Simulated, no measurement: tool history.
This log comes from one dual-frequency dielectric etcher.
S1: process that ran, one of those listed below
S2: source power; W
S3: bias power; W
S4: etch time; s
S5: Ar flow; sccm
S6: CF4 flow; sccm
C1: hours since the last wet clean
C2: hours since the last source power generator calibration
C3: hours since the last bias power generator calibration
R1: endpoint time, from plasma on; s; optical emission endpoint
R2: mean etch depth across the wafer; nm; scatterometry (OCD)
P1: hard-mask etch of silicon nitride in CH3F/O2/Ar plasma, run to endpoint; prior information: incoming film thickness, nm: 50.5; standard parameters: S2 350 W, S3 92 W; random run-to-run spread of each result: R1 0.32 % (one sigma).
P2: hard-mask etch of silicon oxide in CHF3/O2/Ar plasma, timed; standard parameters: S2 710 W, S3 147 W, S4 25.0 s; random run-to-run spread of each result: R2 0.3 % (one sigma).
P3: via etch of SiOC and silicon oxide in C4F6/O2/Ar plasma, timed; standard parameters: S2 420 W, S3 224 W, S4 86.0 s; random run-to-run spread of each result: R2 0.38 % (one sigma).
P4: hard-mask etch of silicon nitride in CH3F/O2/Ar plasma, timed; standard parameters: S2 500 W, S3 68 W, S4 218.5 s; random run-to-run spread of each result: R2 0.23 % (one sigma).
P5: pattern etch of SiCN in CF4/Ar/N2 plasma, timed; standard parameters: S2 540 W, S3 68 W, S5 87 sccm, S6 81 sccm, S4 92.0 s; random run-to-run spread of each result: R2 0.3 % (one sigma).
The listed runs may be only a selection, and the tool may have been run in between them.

Run 1, hour 7.2: S1 P1, S2 350 W, S3 92 W; C1 385.2; C2 1360.1; C3 585.0. Result: R1 70.791 s.
Run 2, hour 14.8: S1 P2, S2 710 W, S3 147 W, S4 25.0 s; C1 392.8; C2 1367.7; C3 592.6. Result: R2 50.363 nm.
Run 3, hour 21.8: S1 P4, S2 500 W, S3 68 W, S4 306.0 s; C1 399.8; C2 1374.7; C3 599.6. Result: R2 232.240 nm.
Run 4, hour 30.5: S1 P3, S2 420 W, S3 224 W, S4 86.0 s; C1 408.5; C2 1383.4; C3 608.3. Result: R2 106.200 nm.
Run 5, hour 44.0: S1 P1, S2 470 W, S3 92 W; C1 422.0; C2 1396.9; C3 621.8. Result: R1 63.065 s.
Run 6, hour 54.0: S1 P1, S2 350 W, S3 92 W; C1 432.0; C2 1406.9; C3 631.8. Result: R1 70.364 s.
At hour 58.3: bias power generator calibrated.
Run 7, hour 64.3: S1 P1, S2 210 W, S3 119 W; C1 442.3; C2 1417.2; C3 6.1. Result: R1 77.230 s.
Run 8, hour 74.5: S1 P5, S2 540 W, S3 68 W, S4 92.0 s, S5 87 sccm, S6 111 sccm; C1 452.5; C2 1427.4; C3 16.3. Result: R2 102.050 nm.
Run 9, hour 87.4: S1 P3, S2 420 W, S3 224 W, S4 128.5 s; C1 465.4; C2 1440.3; C3 29.2. Result: R2 159.860 nm.
Run 10, hour 99.2: S1 P5, S2 540 W, S3 44 W, S4 92.0 s, S5 87 sccm, S6 81 sccm; C1 477.2; C2 1452.1; C3 41.0. Result: R2 85.241 nm.
Run 11, hour 105.7: S1 P3, S2 520 W, S3 224 W, S4 86.0 s; C1 483.7; C2 1458.6; C3 47.5. Result: R2 115.710 nm.
Run 12, hour 117.6: S1 P4, S2 500 W, S3 68 W, S4 218.5 s; C1 495.6; C2 1470.5; C3 59.4. Result: R2 165.130 nm.
Run 13, hour 126.7: S1 P4, S2 500 W, S3 48 W, S4 218.5 s; C1 504.7; C2 1479.6; C3 68.5. Result: R2 149.060 nm.
Run 14, hour 139.1: S1 P2, S2 710 W, S3 147 W, S4 14.5 s; C1 517.1; C2 1492.0; C3 80.9. Result: R2 29.089 nm.
Run 15, hour 153.6: S1 P1, S2 470 W, S3 111 W; C1 531.6; C2 1506.5; C3 95.4. Result: R1 59.372 s.
Run 16, hour 167.3: S1 P1, S2 350 W, S3 116 W; C1 545.3; C2 1520.2; C3 109.1. Result: R1 64.876 s.
Run 17, hour 174.0: S1 P1, S2 350 W, S3 92 W; C1 552.0; C2 1526.9; C3 115.8. Result: R1 70.747 s.
Run 18, hour 182.2: S1 P5, S2 540 W, S3 68 W, S4 92.0 s, S5 87 sccm, S6 81 sccm; C1 560.2; C2 1535.1; C3 124.0. Result: R2 97.325 nm.
Run 19, hour 192.2: S1 P5, S2 540 W, S3 68 W, S4 63.5 s, S5 87 sccm, S6 81 sccm; C1 570.2; C2 1545.1; C3 134.0. Result: R2 67.110 nm.
Run 20, hour 205.0: S1 P1, S2 250 W, S3 92 W; C1 583.0; C2 1557.9; C3 146.8. Result: R1 80.347 s.
Run 21, hour 214.5: S1 P4, S2 350 W, S3 68 W, S4 218.5 s; C1 592.5; C2 1567.4; C3 156.3. Result: R2 145.000 nm.
Run 22, hour 226.3: S1 P1, S2 350 W, S3 92 W; C1 604.3; C2 1579.2; C3 168.1. Result: R1 70.434 s.
Run 23, hour 240.8: S1 P5, S2 540 W, S3 68 W, S4 92.0 s, S5 59 sccm, S6 81 sccm; C1 618.8; C2 1593.7; C3 182.6. Result: R2 102.390 nm.
Run 24, hour 249.0: S1 P3, S2 420 W, S3 283 W, S4 86.0 s; C1 627.0; C2 1601.9; C3 190.8. Result: R2 114.900 nm.
Run 25, hour 262.3: S1 P2, S2 710 W, S3 101 W, S4 25.0 s; C1 640.3; C2 1615.2; C3 204.1. Result: R2 44.595 nm.
Run 26, hour 271.1: S1 P5, S2 360 W, S3 68 W, S4 92.0 s, S5 87 sccm, S6 81 sccm; C1 649.1; C2 1624.0; C3 212.9. Result: R2 68.306 nm.
Run 27, hour 282.7: S1 P2, S2 930 W, S3 147 W, S4 25.0 s; C1 660.7; C2 1635.6; C3 224.5. Result: R2 55.810 nm.
Run 28, hour 295.8: S1 P1, S2 350 W, S3 92 W; C1 673.8; C2 1648.7; C3 237.6. Result: R1 70.656 s.
Run 29, hour 302.4: S1 P1, S2 350 W, S3 56 W; C1 680.4; C2 1655.3; C3 244.2. Result: R1 83.943 s.
Run 30, hour 316.0: S1 P1, S2 350 W, S3 92 W; C1 694.0; C2 1668.9; C3 257.8. Result: R1 70.534 s.
Run 31, hour 326.5: S1 P1, S2 350 W, S3 92 W; C1 704.5; C2 1679.4; C3 268.3. Result: R1 70.000 s.
Run 32, hour 334.5: S1 P1, S2 350 W, S3 92 W; C1 712.5; C2 1687.4; C3 276.3. Result: R1 70.011 s.
Run 33, hour 347.3: S1 P1, S2 350 W, S3 92 W; C1 725.3; C2 1700.2; C3 289.1. Result: R1 69.887 s.

Expected results for the next run?
At hour 359.5: wet clean of the chamber.
Run 34, hour 359.8: S1 P1, S2 350 W, S3 92 W; C1 0.3; C2 1712.7; C3 301.6. Result: R1 ?.

{"run 34": {"R1": 69.764}}
